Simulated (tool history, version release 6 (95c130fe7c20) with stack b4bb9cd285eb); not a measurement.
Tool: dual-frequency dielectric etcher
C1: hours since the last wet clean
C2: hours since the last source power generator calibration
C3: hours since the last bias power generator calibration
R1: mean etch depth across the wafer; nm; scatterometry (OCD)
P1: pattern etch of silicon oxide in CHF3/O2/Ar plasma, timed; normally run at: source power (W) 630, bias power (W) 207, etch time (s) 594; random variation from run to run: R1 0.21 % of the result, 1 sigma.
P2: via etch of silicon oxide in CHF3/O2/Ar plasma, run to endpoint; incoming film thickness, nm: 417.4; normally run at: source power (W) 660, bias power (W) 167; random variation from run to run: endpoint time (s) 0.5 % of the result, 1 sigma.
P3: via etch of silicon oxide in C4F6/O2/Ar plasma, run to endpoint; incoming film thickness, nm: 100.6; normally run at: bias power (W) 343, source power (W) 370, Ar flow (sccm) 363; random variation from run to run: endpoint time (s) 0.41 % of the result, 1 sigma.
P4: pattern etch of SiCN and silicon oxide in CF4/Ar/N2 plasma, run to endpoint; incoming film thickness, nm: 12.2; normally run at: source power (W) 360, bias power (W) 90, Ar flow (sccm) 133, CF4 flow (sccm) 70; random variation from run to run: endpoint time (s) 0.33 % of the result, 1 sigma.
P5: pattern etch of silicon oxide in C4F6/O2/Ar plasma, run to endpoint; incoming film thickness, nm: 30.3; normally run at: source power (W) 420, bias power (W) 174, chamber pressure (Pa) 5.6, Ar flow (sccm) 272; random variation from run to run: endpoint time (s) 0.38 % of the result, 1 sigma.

run 1 day=0.488 | process_that_ran=P1 source_power_(W)=630 bias_power_(W)=207 etch_time_(s)=594 | C1=103.2 C2=2433.2 C3=1336.3 | R1=1266.6
run 2 day=0.979 | process_that_ran=P1 source_power_(W)=630 bias_power_(W)=207 etch_time_(s)=594 | C1=115 C2=2445 C3=1348.1 | R1=1268.6
run 3 day=1.454 | process_that_ran=P3 source_power_(W)=370 bias_power_(W)=273 Ar_flow_(sccm)=363 | C1=126.4 C2=2456.4 C3=1359.5 | endpoint_time_(s)=28.93
run 4 day=2.042 | process_that_ran=P1 source_power_(W)=630 bias_power_(W)=207 etch_time_(s)=594 | C1=140.5 C2=2470.5 C3=1373.6 | R1=1273.9
run 5 day=2.483 | process_that_ran=P4 source_power_(W)=360 bias_power_(W)=90 Ar_flow_(sccm)=133 CF4_flow_(sccm)=70 | C1=151.1 C2=2481.1 C3=1384.2 | endpoint_time_(s)=16.403
run 6 day=2.838 | process_that_ran=P4 source_power_(W)=270 bias_power_(W)=90 Ar_flow_(sccm)=133 CF4_flow_(sccm)=70 | C1=159.6 C2=2489.6 C3=1392.7 | endpoint_time_(s)=20.969
run 7 day=3.171 | process_that_ran=P1 source_power_(W)=630 bias_power_(W)=207 etch_time_(s)=594 | C1=167.6 C2=2497.6 C3=1400.7 | R1=1269.1
-- day=3.296 bias power generator calibrated
run 8 day=3.65 | process_that_ran=P1 source_power_(W)=840 bias_power_(W)=207 etch_time_(s)=366 | C1=179.1 C2=2509.1 C3=8.6 | R1=871.99
run 9 day=4.121 | process_that_ran=P1 source_power_(W)=630 bias_power_(W)=207 etch_time_(s)=744.5 | C1=190.4 C2=2520.4 C3=19.9 | R1=1584.7
run 10 day=4.688 | process_that_ran=P1 source_power_(W)=630 bias_power_(W)=207 etch_time_(s)=458 | C1=204 C2=2534 C3=33.5 | R1=980.05
run 11 day=5.067 | process_that_ran=P3 source_power_(W)=470 bias_power_(W)=343 Ar_flow_(sccm)=363 | C1=213.1 C2=2543.1 C3=42.6 | endpoint_time_(s)=24.255
run 12 day=5.383 | process_that_ran=P1 source_power_(W)=630 bias_power_(W)=207 etch_time_(s)=594 | C1=220.7 C2=2550.7 C3=50.2 | R1=1267.4
run 13 day=5.9 | process_that_ran=P2 source_power_(W)=920 bias_power_(W)=167 | C1=233.1 C2=2563.1 C3=62.6 | endpoint_time_(s)=189.06
run 14 day=6.429 | process_that_ran=P4 source_power_(W)=360 bias_power_(W)=90 Ar_flow_(sccm)=133 CF4_flow_(sccm)=70 | C1=245.8 C2=2575.8 C3=75.3 | endpoint_time_(s)=16.522
run 15 day=6.867 | process_that_ran=P4 source_power_(W)=360 bias_power_(W)=90 Ar_flow_(sccm)=84 CF4_flow_(sccm)=70 | C1=256.3 C2=2586.3 C3=85.8 | endpoint_time_(s)=15.358
run 16 day=7.3 | process_that_ran=P2 source_power_(W)=660 bias_power_(W)=222 | C1=266.7 C2=2596.7 C3=96.2 | endpoint_time_(s)=196.34
run 17 day=7.679 | process_that_ran=P3 source_power_(W)=370 bias_power_(W)=343 Ar_flow_(sccm)=363 | C1=275.8 C2=2605.8 C3=105.3 | endpoint_time_(s)=26.776
run 18 day=8.029 | process_that_ran=P1 source_power_(W)=380 bias_power_(W)=207 etch_time_(s)=594 | C1=284.2 C2=2614.2 C3=113.7 | R1=1046.6
run 19 day=8.612 | process_that_ran=P1 source_power_(W)=800 bias_power_(W)=207 etch_time_(s)=594 | C1=298.2 C2=2628.2 C3=127.7 | R1=1389.6
run 20 day=9.083 | process_that_ran=P4 source_power_(W)=360 bias_power_(W)=90 Ar_flow_(sccm)=133 CF4_flow_(sccm)=56 | C1=309.5 C2=2639.5 C3=139 | endpoint_time_(s)=16.942
run 21 day=9.458 | process_that_ran=P2 source_power_(W)=660 bias_power_(W)=167 | C1=318.5 C2=2648.5 C3=148 | endpoint_time_(s)=217.85
run 22 day=9.8 | process_that_ran=P4 source_power_(W)=360 bias_power_(W)=111 Ar_flow_(sccm)=133 CF4_flow_(sccm)=70 | C1=326.7 C2=2656.7 C3=156.2 | endpoint_time_(s)=15.18
run 23 day=10.388 | process_that_ran=P5 source_power_(W)=420 bias_power_(W)=207 Ar_flow_(sccm)=272 chamber_pressure_(Pa)=5.6 | C1=340.8 C2=2670.8 C3=170.3 | endpoint_time_(s)=9.3461
run 24 day=10.742 | process_that_ran=P5 source_power_(W)=420 bias_power_(W)=174 Ar_flow_(sccm)=272 chamber_pressure_(Pa)=5.6 | C1=349.3 C2=2679.3 C3=178.8 | endpoint_time_(s)=9.7671
run 25 day=11.329 | process_that_ran=P5 source_power_(W)=420 bias_power_(W)=174 Ar_flow_(sccm)=272 chamber_pressure_(Pa)=4.07 | C1=363.4 C2=2693.4 C3=192.9 | endpoint_time_(s)=9.4631
run 26 day=11.904 | process_that_ran=P1 source_power_(W)=630 bias_power_(W)=261 etch_time_(s)=594 | C1=377.2 C2=2707.2 C3=206.7 | R1=1379
run 27 day=12.221 | process_that_ran=P3 source_power_(W)=370 bias_power_(W)=343 Ar_flow_(sccm)=466 | C1=384.8 C2=2714.8 C3=214.3 | endpoint_time_(s)=27.3
run 28 day=12.754 | process_that_ran=P1 source_power_(W)=630 bias_power_(W)=159 etch_time_(s)=594 | C1=397.6 C2=2727.6 C3=227.1 | R1=1159.9
run 29 day=13.146 | process_that_ran=P2 source_power_(W)=660 bias_power_(W)=167 | C1=407 C2=2737 C3=236.5 | endpoint_time_(s)=216.96
run 30 day=13.567 | process_that_ran=P5 source_power_(W)=560 bias_power_(W)=174 Ar_flow_(sccm)=272 chamber_pressure_(Pa)=5.6 | C1=417.1 C2=2747.1 C3=246.6 | endpoint_time_(s)=8.8331
run 31 day=13.992 | process_that_ran=P5 source_power_(W)=420 bias_power_(W)=174 Ar_flow_(sccm)=195 chamber_pressure_(Pa)=5.6 | C1=427.3 C2=2757.3 C3=256.8 | endpoint_time_(s)=9.4459
run 32 day=14.258 | process_that_ran=P1 source_power_(W)=630 bias_power_(W)=207 etch_time_(s)=594 | C1=433.7 C2=2763.7 C3=263.2 | R1=1269.7
run 33 day=14.533 | process_that_ran=P1 source_power_(W)=630 bias_power_(W)=207 etch_time_(s)=594 | C1=440.3 C2=2770.3 C3=269.8 | R1=1268.6
run 34 day=14.962 | process_that_ran=P1 source_power_(W)=630 bias_power_(W)=207 etch_time_(s)=594 | C1=450.6 C2=2780.6 C3=280.1 | R1=1259.4
run 35 day=15.288 | process_that_ran=P1 source_power_(W)=630 bias_power_(W)=207 etch_time_(s)=594 | C1=458.4 C2=2788.4 C3=287.9 | R1=1257.9

The next listed run, before its measurement:
run 36 day=15.875 | process_that_ran=P1 source_power_(W)=630 bias_power_(W)=207 etch_time_(s)=594 | C1=472.5 C2=2802.5 C3=302 | R1=?

R1: 1250.1 nm
